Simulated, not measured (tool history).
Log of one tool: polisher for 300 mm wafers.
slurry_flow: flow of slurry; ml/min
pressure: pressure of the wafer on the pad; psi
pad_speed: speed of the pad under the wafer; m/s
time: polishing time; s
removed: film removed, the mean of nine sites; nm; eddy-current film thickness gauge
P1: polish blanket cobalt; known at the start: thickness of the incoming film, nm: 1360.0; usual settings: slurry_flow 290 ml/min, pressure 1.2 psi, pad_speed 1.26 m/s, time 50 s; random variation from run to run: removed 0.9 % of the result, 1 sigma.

run,hour,slurry_flow,pressure,pad_speed,time,wafers polished on this pad,hours since the slurry nozzle was cleaned,hours since the head pressure was calibrated,removed
1,3.4,290,1.2,1.26,50,852,115.7,328.0,166.770
2,7.8,290,1.2,1.26,50,907,120.1,332.4,166.540
3,12.9,290,1.2,1.26,50,969,125.2,337.5,167.370
4,17.3,175,1.2,1.26,50,1024,129.6,341.9,156.650
5,22.1,435,1.2,1.26,50,1083,134.4,346.7,174.040
6,27.7,290,1.8,1.26,50,1152,140.0,352.3,256.090
7,32.2,290,1.2,1.26,23,1207,144.5,356.8,76.952
8,38.0,290,0.9,1.26,50,1278,150.3,362.6,125.780
9,42.7,290,1.2,1.26,78,1336,155.0,367.3,261.890
10,47.7,290,1.2,1.26,50,1398,160.0,372.3,167.570
11,52.0,290,1.2,0.74,50,1451,164.3,376.6,98.433
12,56.4,215,0.8,1.26,50,1505,168.7,381.0,107.150
13,60.1,290,1.2,1.26,50,1550,172.4,384.7,169.400
14,64.8,290,1.2,1.74,50,1608,177.1,389.4,231.410
15,67.7,290,1.2,1.26,50,1644,180.0,392.3,166.140
16,72.2,290,1.2,1.26,50,1699,184.5,396.8,168.420
17,77.4,290,1.2,1.58,70,1763,189.7,402.0,299.960
18,82.4,290,1.5,1.26,64,1825,194.7,407.0,271.580
19,88.2,290,1.2,1.26,50,1896,200.5,412.8,165.950
20,91.1,290,1.2,1.26,50,1932,203.4,415.7,168.050
21,97.1,290,1.2,1.26,50,2006,209.4,421.7,162.770

Forecast run 22:
# hour 100.6: head pressure recalibrated
22,101.0,290,1.2,1.26,50,2054,213.3,0.4,?

{"run 22": {"removed": 161.04}}
